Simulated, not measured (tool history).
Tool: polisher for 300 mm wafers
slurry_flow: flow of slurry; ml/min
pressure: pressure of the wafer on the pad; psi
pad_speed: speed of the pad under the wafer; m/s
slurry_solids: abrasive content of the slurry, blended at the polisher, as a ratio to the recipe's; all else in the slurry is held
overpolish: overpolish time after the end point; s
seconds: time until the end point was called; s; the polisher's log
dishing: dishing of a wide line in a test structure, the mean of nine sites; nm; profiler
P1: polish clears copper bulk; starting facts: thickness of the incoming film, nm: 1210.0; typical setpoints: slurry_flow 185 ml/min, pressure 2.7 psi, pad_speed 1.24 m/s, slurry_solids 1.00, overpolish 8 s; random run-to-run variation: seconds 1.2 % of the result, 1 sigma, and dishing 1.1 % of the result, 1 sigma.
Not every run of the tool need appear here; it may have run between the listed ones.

run,hour,slurry_flow,pressure,pad_speed,slurry_solids,overpolish,wafers polished on this pad,hours since the slurry nozzle was cleaned,hours since the head pressure was calibrated,hours since the slurry blender was calibrated,seconds,dishing
1,12.5,185,2.7,1.24,1.00,8,598,307.2,600.7,216.2,102.630,23.542
2,23.6,185,2.7,1.24,1.00,8,722,318.3,611.8,227.3,101.580,23.014
3,39.2,185,2.7,1.58,1.00,8,898,333.9,627.4,242.9,79.221,24.366
4,54.1,185,2.7,1.24,1.45,8,1065,348.8,642.3,257.8,94.717,24.179
5,69.3,185,2.7,1.24,1.00,2,1236,364.0,657.5,273.0,101.640,13.564
6,77.8,235,2.7,1.24,1.00,8,1331,372.5,666.0,281.5,98.449,23.691
7,91.3,185,2.7,1.24,1.00,8,1483,386.0,679.5,295.0,101.640,23.673
8,101.0,235,3.6,1.24,1.00,8,1592,395.7,689.2,304.7,73.763,24.384
9,110.8,185,3.9,1.24,1.45,8,1702,405.5,699.0,314.5,65.728,24.847
10,124.3,185,2.7,1.24,1.00,8,1853,419.0,712.5,328.0,100.180,23.105
11,134.1,110,2.7,1.24,1.00,8,1963,428.8,722.3,337.8,111.440,23.004
12,150.3,185,2.7,0.56,1.00,8,2145,445.0,738.5,354.0,222.810,18.763
13,159.7,185,1.2,1.24,1.00,8,2251,454.4,747.9,363.4,225.300,17.561
14,173.0,185,2.7,1.24,1.00,8,2400,467.7,761.2,376.7,101.820,23.780
15,180.3,280,2.7,1.24,1.00,12,2482,475.0,768.5,384.0,95.873,24.568
16,189.8,185,2.7,1.24,1.00,8,2589,484.5,778.0,393.5,101.390,23.289
17,198.7,185,2.7,1.24,1.00,12,2689,493.4,786.9,402.4,103.860,24.301
18,212.2,185,2.7,1.24,0.50,8,2841,506.9,800.4,415.9,118.900,22.468
19,224.8,185,4.1,1.24,1.00,8,2982,519.5,813.0,428.5,66.910,24.825
20,239.4,185,2.7,1.24,1.00,8,3146,534.1,827.6,443.1,101.660,23.606
21,253.4,185,2.7,1.24,1.00,8,3303,548.1,841.6,457.1,106.970,23.170
22,269.4,185,2.7,1.24,1.00,8,3483,564.1,857.6,473.1,108.270,22.949
23,278.7,185,2.7,1.24,1.00,8,3588,573.4,866.9,482.4,109.730,23.673

Predict the results of run 24:
24,288.2,185,2.7,1.24,1.00,8,3694,582.9,876.4,491.9,?,?

{"run 24": {"seconds": 110.04, "dishing": 22.658}}
